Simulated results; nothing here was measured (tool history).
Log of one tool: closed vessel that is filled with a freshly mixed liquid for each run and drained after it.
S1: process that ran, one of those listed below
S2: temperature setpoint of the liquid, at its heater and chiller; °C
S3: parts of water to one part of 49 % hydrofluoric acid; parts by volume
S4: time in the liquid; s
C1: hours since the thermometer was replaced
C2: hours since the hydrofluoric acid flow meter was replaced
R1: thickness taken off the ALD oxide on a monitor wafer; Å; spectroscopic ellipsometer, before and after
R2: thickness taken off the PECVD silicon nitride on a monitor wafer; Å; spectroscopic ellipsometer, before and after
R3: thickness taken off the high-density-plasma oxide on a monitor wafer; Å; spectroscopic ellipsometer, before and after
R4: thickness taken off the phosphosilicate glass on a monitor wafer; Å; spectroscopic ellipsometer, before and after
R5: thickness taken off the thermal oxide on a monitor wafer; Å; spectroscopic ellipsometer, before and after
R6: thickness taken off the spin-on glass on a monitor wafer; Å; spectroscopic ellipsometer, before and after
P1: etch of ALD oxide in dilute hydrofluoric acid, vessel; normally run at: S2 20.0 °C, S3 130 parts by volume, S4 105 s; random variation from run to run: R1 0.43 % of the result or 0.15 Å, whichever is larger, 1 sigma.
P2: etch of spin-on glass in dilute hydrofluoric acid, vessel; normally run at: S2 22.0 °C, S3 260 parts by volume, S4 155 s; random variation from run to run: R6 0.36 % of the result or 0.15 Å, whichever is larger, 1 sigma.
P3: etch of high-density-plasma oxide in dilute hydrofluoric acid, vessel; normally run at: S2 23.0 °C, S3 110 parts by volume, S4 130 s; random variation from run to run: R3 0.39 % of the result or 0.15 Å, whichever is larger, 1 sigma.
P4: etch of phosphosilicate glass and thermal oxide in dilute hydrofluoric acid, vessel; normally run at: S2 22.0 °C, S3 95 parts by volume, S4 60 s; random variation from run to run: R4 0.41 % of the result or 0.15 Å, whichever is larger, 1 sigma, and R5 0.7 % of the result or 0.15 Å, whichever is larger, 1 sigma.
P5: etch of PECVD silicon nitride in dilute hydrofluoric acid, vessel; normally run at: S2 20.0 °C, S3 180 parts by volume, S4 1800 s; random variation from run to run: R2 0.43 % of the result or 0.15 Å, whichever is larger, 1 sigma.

Run 1, hour 6.4: S1 P1, S2 20.0 °C, S3 130 parts by volume, S4 105 s; C1 385.0; C2 754.9. Result: R1 96.551 Å.
Run 2, hour 12.6: S1 P5, S2 20.0 °C, S3 35 parts by volume, S4 1800 s; C1 391.2; C2 761.1. Result: R2 905.03 Å.
Run 3, hour 20.3: S1 P3, S2 23.0 °C, S3 200 parts by volume, S4 130 s; C1 398.9; C2 768.8. Result: R3 29.941 Å.
Run 4, hour 27.6: S1 P4, S2 22.0 °C, S3 95 parts by volume, S4 60 s; C1 406.2; C2 776.1. Result: R4 430.49 Å, R5 28.389 Å.
Run 5, hour 32.5: S1 P3, S2 23.0 °C, S3 110 parts by volume, S4 130 s; C1 411.1; C2 781.0. Result: R3 60.009 Å.
Run 6, hour 36.5: S1 P3, S2 31.5 °C, S3 110 parts by volume, S4 130 s; C1 415.1; C2 785.0. Result: R3 83.464 Å.
Run 7, hour 43.7: S1 P1, S2 17.0 °C, S3 130 parts by volume, S4 105 s; C1 422.3; C2 792.2. Result: R1 84.881 Å.
Run 8, hour 50.9: S1 P3, S2 23.0 °C, S3 110 parts by volume, S4 30 s; C1 429.5; C2 799.4. Result: R3 14.032 Å.
Run 9, hour 57.8: S1 P2, S2 22.0 °C, S3 260 parts by volume, S4 50 s; C1 436.4; C2 806.3. Result: R6 101.00 Å.
Run 10, hour 62.5: S1 P4, S2 22.0 °C, S3 95 parts by volume, S4 30 s; C1 441.1; C2 811.0. Result: R4 215.84 Å, R5 14.654 Å.
Run 11, hour 69.5: S1 P3, S2 23.0 °C, S3 110 parts by volume, S4 130 s; C1 448.1; C2 818.0. Result: R3 60.991 Å.
Run 12, hour 74.8: S1 P1, S2 20.0 °C, S3 130 parts by volume, S4 105 s; C1 453.4; C2 823.3. Result: R1 97.486 Å.
Run 13, hour 80.7: S1 P2, S2 22.0 °C, S3 260 parts by volume, S4 155 s; C1 459.3; C2 829.2. Result: R6 310.87 Å.
Run 14, hour 84.8: S1 P1, S2 20.0 °C, S3 45 parts by volume, S4 105 s; C1 463.4; C2 833.3. Result: R1 309.430 Å.
Run 15, hour 91.5: S1 P4, S2 22.0 °C, S3 165 parts by volume, S4 60 s; C1 470.1; C2 840.0. Result: R4 230.25 Å, R5 14.832 Å.
Run 16, hour 96.5: S1 P4, S2 17.0 °C, S3 95 parts by volume, S4 60 s; C1 475.1; C2 845.0. Result: R4 351.85 Å, R5 23.279 Å.
Run 17, hour 102.4: S1 P5, S2 17.0 °C, S3 180 parts by volume, S4 1800 s; C1 481.0; C2 850.9. Result: R2 150.27 Å.
Run 18, hour 109.6: S1 P1, S2 20.0 °C, S3 185 parts by volume, S4 155 s; C1 488.2; C2 858.1. Result: R1 95.218 Å.
Run 19, hour 113.3: S1 P5, S2 20.0 °C, S3 180 parts by volume, S4 2845 s; C1 491.9; C2 861.8. Result: R2 292.80 Å.
Run 20, hour 117.6: S1 P1, S2 20.0 °C, S3 230 parts by volume, S4 105 s; C1 496.2; C2 866.1. Result: R1 50.039 Å.
Run 21, hour 121.4: S1 P1, S2 20.0 °C, S3 130 parts by volume, S4 105 s; C1 500.0; C2 869.9. Result: R1 97.396 Å.
Run 22, hour 126.3: S1 P1, S2 20.0 °C, S3 130 parts by volume, S4 105 s; C1 504.9; C2 874.8. Result: R1 96.539 Å.
Run 23, hour 133.9: S1 P1, S2 23.5 °C, S3 130 parts by volume, S4 200 s; C1 512.5; C2 882.4. Result: R1 212.470 Å.
Run 24, hour 141.3: S1 P1, S2 20.0 °C, S3 130 parts by volume, S4 200 s; C1 519.9; C2 889.8. Result: R1 185.090 Å.
Run 25, hour 145.2: S1 P2, S2 28.0 °C, S3 260 parts by volume, S4 155 s; C1 523.8; C2 893.7. Result: R6 382.93 Å.
Run 26, hour 153.1: S1 P1, S2 20.0 °C, S3 130 parts by volume, S4 105 s; C1 531.7; C2 901.6. Result: R1 97.294 Å.
Run 27, hour 160.5: S1 P1, S2 20.0 °C, S3 130 parts by volume, S4 30 s; C1 539.1; C2 909.0. Result: R1 28.109 Å.
Run 28, hour 167.7: S1 P5, S2 20.0 °C, S3 180 parts by volume, S4 1800 s; C1 546.3; C2 916.2. Result: R2 185.10 Å.
Run 29, hour 175.2: S1 P1, S2 25.0 °C, S3 50 parts by volume, S4 105 s; C1 553.8; C2 923.7. Result: R1 341.800 Å.
Run 30, hour 180.8: S1 P1, S2 24.0 °C, S3 130 parts by volume, S4 105 s; C1 559.4; C2 929.3. Result: R1 113.730 Å.
Run 31, hour 185.7: S1 P2, S2 22.0 °C, S3 60 parts by volume, S4 155 s; C1 564.3; C2 934.2. Result: R6 1681.00 Å.
At hour 186.8: hydrofluoric acid flow meter replaced.
Run 32, hour 191.3: S1 P1, S2 20.0 °C, S3 130 parts by volume, S4 105 s; C1 569.9; C2 4.5. Result: R1 97.456 Å.
Run 33, hour 199.2: S1 P1, S2 20.0 °C, S3 130 parts by volume, S4 105 s; C1 577.8; C2 12.4. Result: R1 98.094 Å.
Run 34, hour 205.0: S1 P2, S2 22.0 °C, S3 260 parts by volume, S4 155 s; C1 583.6; C2 18.2. Result: R6 311.86 Å.
Run 35, hour 209.7: S1 P1, S2 20.0 °C, S3 130 parts by volume, S4 105 s; C1 588.3; C2 22.9. Result: R1 96.505 Å.
Run 36, hour 216.3: S1 P1, S2 20.0 °C, S3 130 parts by volume, S4 105 s; C1 594.9; C2 29.5. Result: R1 101.870 Å.
Run 37, hour 224.4: S1 P1, S2 20.0 °C, S3 130 parts by volume, S4 105 s; C1 603.0; C2 37.6. Result: R1 104.110 Å.
Run 38, hour 231.8: S1 P1, S2 20.0 °C, S3 130 parts by volume, S4 105 s; C1 610.4; C2 45.0. Result: R1 105.440 Å.
Run 39, hour 238.6: S1 P1, S2 20.0 °C, S3 130 parts by volume, S4 105 s; C1 617.2; C2 51.8. Result: R1 105.820 Å.
Run 40, hour 243.9: S1 P1, S2 20.0 °C, S3 130 parts by volume, S4 105 s; C1 622.5; C2 57.1. Result: R1 107.050 Å.
Run 41, hour 249.5: S1 P1, S2 20.0 °C, S3 130 parts by volume, S4 105 s; C1 628.1; C2 62.7. Result: R1 105.720 Å.
Run 42, hour 254.3: S1 P1, S2 20.0 °C, S3 130 parts by volume, S4 105 s; C1 632.9; C2 67.5. Result: R1 106.560 Å.
Run 43, hour 260.8: S1 P1, S2 20.0 °C, S3 130 parts by volume, S4 105 s; C1 639.4; C2 74.0. Result: R1 107.280 Å.

What P1 gives has crept away from where it was. These 2 causes fit the log equally well, each at the size given:
A: liquid hotter than its thermometer reads (K) = 2.45
B: hydrofluoric acid flow above the setpoint (%) = 8.97
The creep began at about hour 209.7.

4 check runs are offered, one wafer each, their results left as question marks. Which one tells the causes apart?
Run check 1, hour 267.3: S1 P3, S2 31.0 °C, S3 110 parts by volume, S4 75 s. Result: R3 ?.
Run check 2, hour 267.3: S1 P5, S2 20.0 °C, S3 40 parts by volume, S4 1800 s. Result: R2 ?.
Run check 3, hour 267.3: S1 P4, S2 17.0 °C, S3 95 parts by volume, S4 30 s. Result: R4 ?, R5 ?.
Run check 4, hour 267.3: S1 P2, S2 22.0 °C, S3 105 parts by volume, S4 85 s. Result: R6 ?.

What each check would give under each cause:
  check  result    if A    if B
check 1      R3  51.780  52.284
check 2      R2  942.56  864.58
check 3      R4  194.32  192.69
check 3      R5  12.791  12.684
check 4      R6  549.55  548.77
How far apart the two closest causes lie, in the result that separates them most: check 1 0.97 %; check 2 8.63 %; check 3 0.84 %; check 4 0.14 %
Check 2 tells the causes apart: in the others they would give nearly the same result.

Then check 2 was run and gave: R2 858.08 Å. Which cause is it?

It is B: hydrofluoric acid flow above the setpoint (%).
